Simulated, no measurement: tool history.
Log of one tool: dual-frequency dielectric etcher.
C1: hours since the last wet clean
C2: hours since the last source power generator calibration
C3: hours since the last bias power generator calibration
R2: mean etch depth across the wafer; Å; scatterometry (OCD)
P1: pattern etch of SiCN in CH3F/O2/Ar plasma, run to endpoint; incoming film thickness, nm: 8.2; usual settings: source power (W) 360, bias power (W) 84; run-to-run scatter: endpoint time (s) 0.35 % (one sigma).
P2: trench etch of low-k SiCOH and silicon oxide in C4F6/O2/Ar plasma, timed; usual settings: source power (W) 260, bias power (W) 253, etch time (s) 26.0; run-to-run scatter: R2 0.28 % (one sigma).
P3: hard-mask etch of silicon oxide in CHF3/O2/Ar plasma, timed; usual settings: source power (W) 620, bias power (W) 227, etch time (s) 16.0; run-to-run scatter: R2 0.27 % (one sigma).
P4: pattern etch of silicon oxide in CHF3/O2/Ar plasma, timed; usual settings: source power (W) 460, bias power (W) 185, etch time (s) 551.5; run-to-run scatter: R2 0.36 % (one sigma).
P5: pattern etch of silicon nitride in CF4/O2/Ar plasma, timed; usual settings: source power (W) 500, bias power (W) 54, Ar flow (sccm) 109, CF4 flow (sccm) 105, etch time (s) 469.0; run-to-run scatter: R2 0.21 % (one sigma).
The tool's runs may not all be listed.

run 1 hour=8.9 | process_that_ran=P1 source_power_(W)=360 bias_power_(W)=84 | C1=136.7 C2=1865.5 C3=699.9 | endpoint_time_(s)=20.997
run 2 hour=19.5 | process_that_ran=P2 source_power_(W)=260 bias_power_(W)=253 etch_time_(s)=26.0 | C1=147.3 C2=1876.1 C3=710.5 | R2=750.41
run 3 hour=28.7 | process_that_ran=P1 source_power_(W)=460 bias_power_(W)=54 | C1=156.5 C2=1885.3 C3=719.7 | endpoint_time_(s)=22.327
run 4 hour=39.7 | process_that_ran=P4 source_power_(W)=650 bias_power_(W)=185 etch_time_(s)=551.5 | C1=167.5 C2=1896.3 C3=730.7 | R2=11717.00
run 5 hour=50.3 | process_that_ran=P3 source_power_(W)=620 bias_power_(W)=227 etch_time_(s)=21.0 | C1=178.1 C2=1906.9 C3=741.3 | R2=468.85
run 6 hour=59.3 | process_that_ran=P4 source_power_(W)=460 bias_power_(W)=185 etch_time_(s)=681.5 | C1=187.1 C2=1915.9 C3=750.3 | R2=12806.00
run 7 hour=66.5 | process_that_ran=P5 source_power_(W)=500 bias_power_(W)=54 etch_time_(s)=469.0 Ar_flow_(sccm)=109 CF4_flow_(sccm)=130 | C1=194.3 C2=1923.1 C3=757.5 | R2=9814.50
run 8 hour=72.6 | process_that_ran=P5 source_power_(W)=500 bias_power_(W)=54 etch_time_(s)=258.0 Ar_flow_(sccm)=109 CF4_flow_(sccm)=105 | C1=200.4 C2=1929.2 C3=763.6 | R2=5259.60
run 9 hour=83.5 | process_that_ran=P2 source_power_(W)=260 bias_power_(W)=194 etch_time_(s)=26.0 | C1=211.3 C2=1940.1 C3=774.5 | R2=682.05
run 10 hour=94.6 | process_that_ran=P4 source_power_(W)=460 bias_power_(W)=185 etch_time_(s)=551.5 | C1=222.4 C2=1951.2 C3=785.6 | R2=10310.00
run 11 hour=99.5 | process_that_ran=P4 source_power_(W)=460 bias_power_(W)=185 etch_time_(s)=551.5 | C1=227.3 C2=1956.1 C3=790.5 | R2=10330.00
run 12 hour=108.0 | process_that_ran=P5 source_power_(W)=500 bias_power_(W)=32 etch_time_(s)=469.0 Ar_flow_(sccm)=109 CF4_flow_(sccm)=105 | C1=235.8 C2=1964.6 C3=799.0 | R2=7894.50
run 13 hour=114.6 | process_that_ran=P1 source_power_(W)=360 bias_power_(W)=84 | C1=242.4 C2=1971.2 C3=805.6 | endpoint_time_(s)=21.046
run 14 hour=125.5 | process_that_ran=P1 source_power_(W)=360 bias_power_(W)=84 | C1=253.3 C2=1982.1 C3=816.5 | endpoint_time_(s)=20.842
run 15 hour=131.4 | process_that_ran=P1 source_power_(W)=360 bias_power_(W)=55 | C1=259.2 C2=1988.0 C3=822.4 | endpoint_time_(s)=24.402
run 16 hour=136.4 | process_that_ran=P4 source_power_(W)=460 bias_power_(W)=138 etch_time_(s)=551.5 | C1=264.2 C2=1993.0 C3=827.4 | R2=9354.00
run 17 hour=141.5 | process_that_ran=P1 source_power_(W)=360 bias_power_(W)=84 | C1=269.3 C2=1998.1 C3=832.5 | endpoint_time_(s)=20.843
run 18 hour=150.0 | process_that_ran=P1 source_power_(W)=360 bias_power_(W)=84 | C1=277.8 C2=2006.6 C3=841.0 | endpoint_time_(s)=21.061
run 19 hour=155.8 | process_that_ran=P2 source_power_(W)=170 bias_power_(W)=253 etch_time_(s)=26.0 | C1=283.6 C2=2012.4 C3=846.8 | R2=638.12
run 20 hour=163.1 | process_that_ran=P1 source_power_(W)=440 bias_power_(W)=84 | C1=290.9 C2=2019.7 C3=854.1 | endpoint_time_(s)=19.478
run 21 hour=171.1 | process_that_ran=P3 source_power_(W)=620 bias_power_(W)=273 etch_time_(s)=16.0 | C1=298.9 C2=2027.7 C3=862.1 | R2=382.82
run 22 hour=177.1 | process_that_ran=P5 source_power_(W)=500 bias_power_(W)=54 etch_time_(s)=469.0 Ar_flow_(sccm)=68 CF4_flow_(sccm)=105 | C1=304.9 C2=2033.7 C3=868.1 | R2=10087.00
run 23 hour=185.5 | process_that_ran=P1 source_power_(W)=280 bias_power_(W)=84 | C1=313.3 C2=2042.1 C3=876.5 | endpoint_time_(s)=22.903
run 24 hour=195.3 | process_that_ran=P2 source_power_(W)=260 bias_power_(W)=253 etch_time_(s)=26.0 | C1=323.1 C2=2051.9 C3=886.3 | R2=746.44
run 25 hour=205.0 | process_that_ran=P1 source_power_(W)=360 bias_power_(W)=117 | C1=332.8 C2=2061.6 C3=896.0 | endpoint_time_(s)=18.502
run 26 hour=210.5 | process_that_ran=P5 source_power_(W)=670 bias_power_(W)=54 etch_time_(s)=469.0 Ar_flow_(sccm)=109 CF4_flow_(sccm)=105 | C1=338.3 C2=2067.1 C3=901.5 | R2=12371.00
run 27 hour=216.5 | process_that_ran=P5 source_power_(W)=500 bias_power_(W)=54 etch_time_(s)=469.0 Ar_flow_(sccm)=109 CF4_flow_(sccm)=105 | C1=344.3 C2=2073.1 C3=907.5 | R2=9596.30
run 28 hour=227.2 | process_that_ran=P3 source_power_(W)=490 bias_power_(W)=227 etch_time_(s)=16.0 | C1=355.0 C2=2083.8 C3=918.2 | R2=326.97
run 29 hour=238.0 | process_that_ran=P3 source_power_(W)=620 bias_power_(W)=227 etch_time_(s)=16.0 | C1=365.8 C2=2094.6 C3=929.0 | R2=357.12
run 30 hour=248.8 | process_that_ran=P2 source_power_(W)=260 bias_power_(W)=253 etch_time_(s)=32.0 | C1=376.6 C2=2105.4 C3=939.8 | R2=922.18
run 31 hour=260.1 | process_that_ran=P1 source_power_(W)=360 bias_power_(W)=84 | C1=387.9 C2=2116.7 C3=951.1 | endpoint_time_(s)=21.084
run 32 hour=267.0 | process_that_ran=P1 source_power_(W)=360 bias_power_(W)=84 | C1=394.8 C2=2123.6 C3=958.0 | endpoint_time_(s)=21.131
run 33 hour=273.9 | process_that_ran=P1 source_power_(W)=360 bias_power_(W)=84 | C1=401.7 C2=2130.5 C3=964.9 | endpoint_time_(s)=21.280
run 34 hour=280.4 | process_that_ran=P1 source_power_(W)=360 bias_power_(W)=84 | C1=408.2 C2=2137.0 C3=971.4 | endpoint_time_(s)=21.412
run 35 hour=287.0 | process_that_ran=P1 source_power_(W)=360 bias_power_(W)=84 | C1=414.8 C2=2143.6 C3=978.0 | endpoint_time_(s)=21.281
-- hour=292.5 wet clean of the chamber
run 36 hour=296.0 | process_that_ran=P1 source_power_(W)=360 bias_power_(W)=84 | C1=3.5 C2=2152.6 C3=987.0 | endpoint_time_(s)=21.471
run 37 hour=305.3 | process_that_ran=P1 source_power_(W)=360 bias_power_(W)=84 | C1=12.8 C2=2161.9 C3=996.3 | endpoint_time_(s)=21.385
run 38 hour=313.9 | process_that_ran=P1 source_power_(W)=360 bias_power_(W)=84 | C1=21.4 C2=2170.5 C3=1004.9 | endpoint_time_(s)=21.309
run 39 hour=318.9 | process_that_ran=P1 source_power_(W)=360 bias_power_(W)=84 | C1=26.4 C2=2175.5 C3=1009.9 | endpoint_time_(s)=21.380
run 40 hour=324.1 | process_that_ran=P1 source_power_(W)=360 bias_power_(W)=84 | C1=31.6 C2=2180.7 C3=1015.1 | endpoint_time_(s)=21.430

What P1 gives has crept away from where it was. These 2 causes fit the log equally well, each at the size given:
A: source power that arrives under what is set, % = 4.6
B: bias power that arrives under what is set, % = 4.67
The creep began at about hour 260.1.
Why every other cause is out:
chamber walls in a state that lowers the etch rate, %: serviced at hour 292.5, which brought nothing back

4 check runs are offered, one wafer each, their results left as question marks. Which one tells the causes apart?
run check 1 hour=329.3 | process_that_ran=P2 source_power_(W)=260 bias_power_(W)=253 etch_time_(s)=26.0 | R2=?
run check 2 hour=329.3 | process_that_ran=P5 source_power_(W)=500 bias_power_(W)=54 etch_time_(s)=469.0 Ar_flow_(sccm)=109 CF4_flow_(sccm)=105 | R2=?
run check 3 hour=329.3 | process_that_ran=P3 source_power_(W)=620 bias_power_(W)=227 etch_time_(s)=16.0 | R2=?
run check 4 hour=329.3 | process_that_ran=P4 source_power_(W)=460 bias_power_(W)=185 etch_time_(s)=551.5 | R2=?

What each check would give under each cause:
check=check_1 result=R2 if_A=734.53 if_B=735.46
check=check_2 result=R2 if_A=9188.90 if_B=9400.30
check=check_3 result=R2 if_A=351.21 if_B=351.59
check=check_4 result=R2 if_A=10172.00 if_B=10187.00
How far apart the two closest causes lie, in the result that separates them most: check 1 0.13 %; check 2 2.27 %; check 3 0.11 %; check 4 0.15 %
Only check 2 tells the causes apart: in the others they would give nearly the same result.

Then check 2 was run and gave: R2 9192.20 Å. Which cause is it?

It is A: source power that arrives under what is set, %.
